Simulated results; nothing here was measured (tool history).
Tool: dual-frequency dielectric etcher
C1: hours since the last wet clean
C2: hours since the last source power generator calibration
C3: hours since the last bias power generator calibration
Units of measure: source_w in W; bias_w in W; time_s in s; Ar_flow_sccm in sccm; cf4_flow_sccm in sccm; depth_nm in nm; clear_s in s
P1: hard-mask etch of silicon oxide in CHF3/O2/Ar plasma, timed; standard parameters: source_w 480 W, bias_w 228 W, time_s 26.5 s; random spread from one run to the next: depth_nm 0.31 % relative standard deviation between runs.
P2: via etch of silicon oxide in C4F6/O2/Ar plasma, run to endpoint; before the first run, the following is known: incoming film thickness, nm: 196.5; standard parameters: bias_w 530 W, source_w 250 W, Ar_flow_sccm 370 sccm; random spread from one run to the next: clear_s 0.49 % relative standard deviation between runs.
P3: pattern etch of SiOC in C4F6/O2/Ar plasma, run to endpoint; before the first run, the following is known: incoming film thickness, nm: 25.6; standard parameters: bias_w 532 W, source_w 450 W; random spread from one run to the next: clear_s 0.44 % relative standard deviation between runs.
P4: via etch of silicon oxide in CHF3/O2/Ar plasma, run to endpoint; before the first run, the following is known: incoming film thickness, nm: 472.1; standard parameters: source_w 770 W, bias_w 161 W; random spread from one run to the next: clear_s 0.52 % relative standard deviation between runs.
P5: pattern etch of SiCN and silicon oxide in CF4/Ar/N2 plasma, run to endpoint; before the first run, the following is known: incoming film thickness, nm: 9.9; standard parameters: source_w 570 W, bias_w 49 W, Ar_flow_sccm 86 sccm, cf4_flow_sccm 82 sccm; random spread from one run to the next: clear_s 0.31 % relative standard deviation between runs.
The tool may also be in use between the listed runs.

{"run": 1, "hour": 8.5, "process": "P1", "source_w": 480, "bias_w": 228, "time_s": 26.5, "C1": 394.7, "C2": 363.3, "C3": 1182.6, "depth_nm": 50.55}
{"run": 2, "hour": 19.7, "process": "P2", "source_w": 250, "bias_w": 530, "Ar_flow_sccm": 496, "C1": 405.9, "C2": 374.5, "C3": 1193.8, "clear_s": 54.259}
{"run": 3, "hour": 31.7, "process": "P1", "source_w": 480, "bias_w": 228, "time_s": 33.5, "C1": 417.9, "C2": 386.5, "C3": 1205.8, "depth_nm": 64.274}
{"run": 4, "hour": 38.1, "process": "P1", "source_w": 480, "bias_w": 228, "time_s": 26.5, "C1": 424.3, "C2": 392.9, "C3": 1212.2, "depth_nm": 50.814}
{"run": 5, "hour": 50.9, "process": "P2", "source_w": 250, "bias_w": 751, "Ar_flow_sccm": 370, "C1": 437.1, "C2": 405.7, "C3": 1225, "clear_s": 45.657}
{"run": 6, "hour": 61.4, "process": "P4", "source_w": 990, "bias_w": 161, "C1": 447.6, "C2": 416.2, "C3": 1235.5, "clear_s": 199.45}
{"run": 7, "hour": 69.9, "process": "P1", "source_w": 640, "bias_w": 228, "time_s": 26.5, "C1": 456.1, "C2": 424.7, "C3": 1244, "depth_nm": 56.64}
{"run": 8, "hour": 78.3, "process": "P1", "source_w": 480, "bias_w": 158, "time_s": 26.5, "C1": 464.5, "C2": 433.1, "C3": 1252.4, "depth_nm": 44.617}
{"run": 9, "hour": 86.9, "process": "P1", "source_w": 480, "bias_w": 138, "time_s": 17, "C1": 473.1, "C2": 441.7, "C3": 1261, "depth_nm": 27.507}
{"run": 10, "hour": 97.8, "process": "P4", "source_w": 770, "bias_w": 161, "C1": 484, "C2": 452.6, "C3": 1271.9, "clear_s": 220.56}
{"run": 11, "hour": 105.9, "process": "P5", "source_w": 570, "bias_w": 49, "Ar_flow_sccm": 114, "cf4_flow_sccm": 82, "C1": 492.1, "C2": 460.7, "C3": 1280, "clear_s": 10.755}
{"run": 12, "hour": 111.6, "process": "P1", "source_w": 390, "bias_w": 228, "time_s": 21, "C1": 497.8, "C2": 466.4, "C3": 1285.7, "depth_nm": 37.368}
{"run": 13, "hour": 122.1, "process": "P1", "source_w": 480, "bias_w": 228, "time_s": 26.5, "C1": 508.3, "C2": 476.9, "C3": 1296.2, "depth_nm": 50.949}
{"run": 14, "hour": 134.1, "process": "P1", "source_w": 480, "bias_w": 228, "time_s": 16.5, "C1": 520.3, "C2": 488.9, "C3": 1308.2, "depth_nm": 31.644}
{"run": 15, "hour": 143.1, "process": "P3", "source_w": 450, "bias_w": 532, "C1": 529.3, "C2": 497.9, "C3": 1317.2, "clear_s": 8.1329}
{"run": 16, "hour": 149.0, "process": "P4", "source_w": 770, "bias_w": 161, "C1": 535.2, "C2": 503.8, "C3": 1323.1, "clear_s": 221.84}
{"run": 17, "hour": 155.6, "process": "P3", "source_w": 550, "bias_w": 532, "C1": 541.8, "C2": 510.4, "C3": 1329.7, "clear_s": 7.5277}
{"run": 18, "hour": 166.4, "process": "P1", "source_w": 480, "bias_w": 228, "time_s": 26.5, "C1": 552.6, "C2": 521.2, "C3": 1340.5, "depth_nm": 50.988}
{"run": 19, "hour": 172.3, "process": "P5", "source_w": 570, "bias_w": 49, "Ar_flow_sccm": 86, "cf4_flow_sccm": 82, "C1": 558.5, "C2": 527.1, "C3": 1346.4, "clear_s": 10.222}
{"run": 20, "hour": 179.4, "process": "P1", "source_w": 480, "bias_w": 228, "time_s": 26.5, "C1": 565.6, "C2": 534.2, "C3": 1353.5, "depth_nm": 50.96}
{"run": 21, "hour": 188.5, "process": "P1", "source_w": 480, "bias_w": 278, "time_s": 26.5, "C1": 574.7, "C2": 543.3, "C3": 1362.6, "depth_nm": 54.837}
{"run": 22, "hour": 199.1, "process": "P5", "source_w": 570, "bias_w": 67, "Ar_flow_sccm": 86, "cf4_flow_sccm": 82, "C1": 585.3, "C2": 553.9, "C3": 1373.2, "clear_s": 9.3391}
{"run": 23, "hour": 210.6, "process": "P2", "source_w": 170, "bias_w": 530, "Ar_flow_sccm": 370, "C1": 596.8, "C2": 565.4, "C3": 1384.7, "clear_s": 60.364}
{"run": 24, "hour": 219.1, "process": "P1", "source_w": 350, "bias_w": 228, "time_s": 26.5, "C1": 605.3, "C2": 573.9, "C3": 1393.2, "depth_nm": 45.144}
{"run": 25, "hour": 227.5, "process": "P5", "source_w": 700, "bias_w": 49, "Ar_flow_sccm": 86, "cf4_flow_sccm": 82, "C1": 613.7, "C2": 582.3, "C3": 1401.6, "clear_s": 8.5225}
{"run": 26, "hour": 235.6, "process": "P4", "source_w": 770, "bias_w": 130, "C1": 621.8, "C2": 590.4, "C3": 1409.7, "clear_s": 237.2}
{"run": 27, "hour": 245.5, "process": "P5", "source_w": 570, "bias_w": 49, "Ar_flow_sccm": 86, "cf4_flow_sccm": 53, "C1": 631.7, "C2": 600.3, "C3": 1419.6, "clear_s": 11.014}
{"run": 28, "hour": 254.1, "process": "P2", "source_w": 250, "bias_w": 530, "Ar_flow_sccm": 370, "C1": 640.3, "C2": 608.9, "C3": 1428.2, "clear_s": 52.633}
{"run": 29, "hour": 266.7, "process": "P1", "source_w": 480, "bias_w": 228, "time_s": 26.5, "C1": 652.9, "C2": 621.5, "C3": 1440.8, "depth_nm": 50.812}
{"run": 30, "hour": 279.7, "process": "P3", "source_w": 450, "bias_w": 701, "C1": 665.9, "C2": 634.5, "C3": 1453.8, "clear_s": 7.3326}
{"run": 31, "hour": 285.6, "process": "P2", "source_w": 250, "bias_w": 530, "Ar_flow_sccm": 370, "C1": 671.8, "C2": 640.4, "C3": 1459.7, "clear_s": 52.673}
{"run": 32, "hour": 297.9, "process": "P1", "source_w": 480, "bias_w": 228, "time_s": 26.5, "C1": 684.1, "C2": 652.7, "C3": 1472, "depth_nm": 50.592}
{"run": 33, "hour": 307.9, "process": "P1", "source_w": 480, "bias_w": 228, "time_s": 26.5, "C1": 694.1, "C2": 662.7, "C3": 1482, "depth_nm": 51.119}
{"run": 34, "hour": 316.5, "process": "P1", "source_w": 480, "bias_w": 228, "time_s": 26.5, "C1": 702.7, "C2": 671.3, "C3": 1490.6, "depth_nm": 51.579}

Run 35, settings as shown, results not yet in. Your forecast:
{"run": 35, "hour": 322.4, "process": "P1", "source_w": 480, "bias_w": 228, "time_s": 26.5, "C1": 708.6, "C2": 677.2, "C3": 1496.5, "depth_nm": "?"}

Run 35 came out at depth_nm 51.501 nm.
